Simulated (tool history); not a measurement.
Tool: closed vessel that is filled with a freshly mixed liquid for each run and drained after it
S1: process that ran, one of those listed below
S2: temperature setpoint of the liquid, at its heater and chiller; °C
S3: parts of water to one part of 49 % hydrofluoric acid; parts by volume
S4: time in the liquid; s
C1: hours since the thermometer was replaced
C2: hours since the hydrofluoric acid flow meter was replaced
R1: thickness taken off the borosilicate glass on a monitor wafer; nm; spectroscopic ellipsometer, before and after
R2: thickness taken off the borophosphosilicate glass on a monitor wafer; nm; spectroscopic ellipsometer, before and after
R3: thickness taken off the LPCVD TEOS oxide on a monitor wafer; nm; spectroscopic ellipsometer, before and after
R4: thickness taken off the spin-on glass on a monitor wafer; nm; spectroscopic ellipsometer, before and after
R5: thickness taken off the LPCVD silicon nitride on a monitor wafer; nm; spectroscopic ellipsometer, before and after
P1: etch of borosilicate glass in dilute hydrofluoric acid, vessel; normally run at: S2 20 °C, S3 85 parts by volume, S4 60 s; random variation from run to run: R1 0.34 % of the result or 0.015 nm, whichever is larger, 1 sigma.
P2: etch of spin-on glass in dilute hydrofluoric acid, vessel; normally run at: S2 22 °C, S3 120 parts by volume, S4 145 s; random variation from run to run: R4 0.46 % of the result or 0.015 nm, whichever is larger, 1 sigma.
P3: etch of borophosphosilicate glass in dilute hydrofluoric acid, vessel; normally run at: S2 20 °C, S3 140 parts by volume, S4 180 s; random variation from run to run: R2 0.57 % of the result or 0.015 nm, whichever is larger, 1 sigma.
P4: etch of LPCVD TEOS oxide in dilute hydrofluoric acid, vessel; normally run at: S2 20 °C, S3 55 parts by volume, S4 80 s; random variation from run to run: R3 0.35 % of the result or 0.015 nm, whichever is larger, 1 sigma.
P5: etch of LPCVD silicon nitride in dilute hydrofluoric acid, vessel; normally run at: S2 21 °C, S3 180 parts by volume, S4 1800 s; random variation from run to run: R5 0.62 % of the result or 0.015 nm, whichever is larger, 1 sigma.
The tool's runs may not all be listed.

{"run": 1, "day": 0.212, "S1": "P1", "S2": 20, "S3": 85, "S4": 60, "C1": 1445.1, "C2": 1449.7, "R1": 20.837}
{"run": 2, "day": 0.317, "S1": "P3", "S2": 26, "S3": 140, "S4": 180, "C1": 1447.6, "C2": 1452.2, "R2": 37.263}
{"run": 3, "day": 0.5, "S1": "P4", "S2": 20, "S3": 55, "S4": 80, "C1": 1452, "C2": 1456.6, "R3": 23.077}
{"run": 4, "day": 0.658, "S1": "P4", "S2": 20, "S3": 55, "S4": 30, "C1": 1455.8, "C2": 1460.4, "R3": 8.6407}
{"run": 5, "day": 0.762, "S1": "P4", "S2": 17, "S3": 55, "S4": 80, "C1": 1458.3, "C2": 1462.9, "R3": 20.197}
{"run": 6, "day": 0.862, "S1": "P2", "S2": 22, "S3": 120, "S4": 145, "C1": 1460.7, "C2": 1465.3, "R4": 38.582}
{"run": 7, "day": 1.075, "S1": "P1", "S2": 20, "S3": 85, "S4": 60, "C1": 1465.8, "C2": 1470.4, "R1": 20.992}
{"run": 8, "day": 1.204, "S1": "P1", "S2": 20, "S3": 35, "S4": 60, "C1": 1468.9, "C2": 1473.5, "R1": 53.749}
{"run": 9, "day": 1.417, "S1": "P1", "S2": 20, "S3": 140, "S4": 60, "C1": 1474, "C2": 1478.6, "R1": 11.885}
{"run": 10, "day": 1.517, "S1": "P1", "S2": 20, "S3": 25, "S4": 30, "C1": 1476.4, "C2": 1481, "R1": 38.196}
{"run": 11, "day": 1.671, "S1": "P3", "S2": 20, "S3": 245, "S4": 180, "C1": 1480.1, "C2": 1484.7, "R2": 15.319}
{"run": 12, "day": 1.85, "S1": "P4", "S2": 20, "S3": 55, "S4": 80, "C1": 1484.4, "C2": 1489, "R3": 22.973}
{"run": 13, "day": 2.062, "S1": "P1", "S2": 24, "S3": 85, "S4": 60, "C1": 1489.5, "C2": 1494.1, "R1": 24.547}
{"run": 14, "day": 2.25, "S1": "P5", "S2": 17, "S3": 180, "S4": 1800, "C1": 1494, "C2": 1498.6, "R5": 3.1276}
{"run": 15, "day": 2.446, "S1": "P2", "S2": 22, "S3": 120, "S4": 235, "C1": 1498.7, "C2": 1503.3, "R4": 63.039}
{"run": 16, "day": 2.55, "S1": "P1", "S2": 20, "S3": 85, "S4": 110, "C1": 1501.2, "C2": 1505.8, "R1": 38.154}
{"run": 17, "day": 2.7, "S1": "P3", "S2": 20, "S3": 140, "S4": 95, "C1": 1504.8, "C2": 1509.4, "R2": 15.58}
{"run": 18, "day": 2.912, "S1": "P1", "S2": 20, "S3": 85, "S4": 30, "C1": 1509.9, "C2": 1514.5, "R1": 10.447}
{"run": 19, "day": 3.042, "S1": "P2", "S2": 22, "S3": 185, "S4": 145, "C1": 1513, "C2": 1517.6, "R4": 23.527}
{"run": 20, "day": 3.196, "S1": "P1", "S2": 17, "S3": 85, "S4": 60, "C1": 1516.7, "C2": 1521.3, "R1": 18.488}
{"run": 21, "day": 3.379, "S1": "P1", "S2": 20, "S3": 85, "S4": 60, "C1": 1521.1, "C2": 1525.7, "R1": 20.865}
{"run": 22, "day": 3.533, "S1": "P5", "S2": 21, "S3": 60, "S4": 1800, "C1": 1524.8, "C2": 1529.4, "R5": 12.219}
{"run": 23, "day": 3.633, "S1": "P1", "S2": 20, "S3": 85, "S4": 60, "C1": 1527.2, "C2": 1531.8, "R1": 20.774}
{"run": 24, "day": 3.825, "S1": "P1", "S2": 20, "S3": 85, "S4": 60, "C1": 1531.8, "C2": 1536.4, "R1": 20.828}
{"run": 25, "day": 3.992, "S1": "P1", "S2": 20, "S3": 85, "S4": 60, "C1": 1535.8, "C2": 1540.4, "R1": 20.872}
{"run": 26, "day": 4.112, "S1": "P1", "S2": 20, "S3": 135, "S4": 105, "C1": 1538.7, "C2": 1543.3, "R1": 21.831}
{"run": 27, "day": 4.246, "S1": "P2", "S2": 29.5, "S3": 120, "S4": 145, "C1": 1541.9, "C2": 1546.5, "R4": 51.436}
{"run": 28, "day": 4.429, "S1": "P1", "S2": 20, "S3": 85, "S4": 60, "C1": 1546.3, "C2": 1550.9, "R1": 20.939}
{"run": 29, "day": 4.6, "S1": "P5", "S2": 21, "S3": 180, "S4": 1800, "C1": 1550.4, "C2": 1555, "R5": 4.1498}
{"run": 30, "day": 4.8, "S1": "P3", "S2": 20, "S3": 140, "S4": 180, "C1": 1555.2, "C2": 1559.8, "R2": 29.195}
{"run": 31, "day": 5.012, "S1": "P4", "S2": 20, "S3": 90, "S4": 80, "C1": 1560.3, "C2": 1564.9, "R3": 13.511}

Run 32 comes next. What will it give?
{"run": 32, "day": 5.121, "S1": "P5", "S2": 21, "S3": 180, "S4": 3190, "C1": 1562.9, "C2": 1567.5, "R5": "?"}

{"run 32": {"R5": 7.3217}}
